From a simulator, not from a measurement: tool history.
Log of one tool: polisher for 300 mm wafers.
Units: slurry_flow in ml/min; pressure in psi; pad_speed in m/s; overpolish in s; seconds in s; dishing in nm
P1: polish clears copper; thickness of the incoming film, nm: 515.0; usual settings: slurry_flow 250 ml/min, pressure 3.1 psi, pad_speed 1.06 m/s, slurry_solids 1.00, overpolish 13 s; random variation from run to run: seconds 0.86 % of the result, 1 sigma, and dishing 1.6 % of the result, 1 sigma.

run,hour,slurry_flow,pressure,pad_speed,slurry_solids,overpolish,wafers polished on this pad,hours since the slurry nozzle was cleaned,hours since the head pressure was calibrated,hours since the slurry blender was calibrated,seconds,dishing
1,6.5,250,3.1,1.06,1.00,13,449,100.8,167.8,258.9,174.69,28.659
2,15.2,250,3.1,1.06,1.00,13,530,109.5,176.5,267.6,179.86,28.629
3,25.3,250,3.1,1.54,0.60,13,623,119.6,186.6,277.7,137.17,36.069
4,31.4,250,3.1,1.06,1.00,13,680,125.7,192.7,283.8,177.01,28.470
5,37.7,250,3.1,1.06,1.00,26,738,132.0,199.0,290.1,177.43,52.390
6,47.5,250,4.2,1.06,1.00,13,829,141.8,208.8,299.9,130.56,36.831
7,57.3,250,3.1,1.06,0.65,13,920,151.6,218.6,309.7,190.29,26.893
8,64.2,250,3.1,0.58,1.00,13,984,158.5,225.5,316.6,326.29,16.189
9,70.6,390,3.1,1.06,1.00,13,1043,164.9,231.9,323.0,170.42,29.249
10,76.3,250,3.1,1.06,1.45,13,1096,170.6,237.6,328.7,162.87,30.926
11,84.0,250,3.1,1.06,1.00,6,1167,178.3,245.3,336.4,177.87,14.084
12,92.9,250,1.5,1.06,1.00,13,1250,187.2,254.2,345.3,371.79,14.529
# hour 99.5: worn pad replaced by a new one
13,103.1,250,3.1,1.62,1.00,13,33,197.4,264.4,355.5,116.61,42.559
14,108.6,150,3.1,1.06,1.00,13,84,202.9,269.9,361.0,188.11,26.514
15,118.3,250,3.1,1.06,1.00,13,174,212.6,279.6,370.7,175.80,28.378
16,126.3,250,3.1,1.06,1.00,13,248,220.6,287.6,378.7,175.80,28.115
17,133.5,250,3.1,1.06,1.00,13,315,227.8,294.8,385.9,182.11,28.020
18,141.2,250,3.1,1.06,1.00,13,386,235.5,302.5,393.6,181.14,28.495

Run 19 comes next. What will it give?
19,148.6,250,3.1,1.06,1.00,13,455,242.9,309.9,401.0,?,?

{"run 19": {"seconds": 183.3, "dishing": 28.141}}

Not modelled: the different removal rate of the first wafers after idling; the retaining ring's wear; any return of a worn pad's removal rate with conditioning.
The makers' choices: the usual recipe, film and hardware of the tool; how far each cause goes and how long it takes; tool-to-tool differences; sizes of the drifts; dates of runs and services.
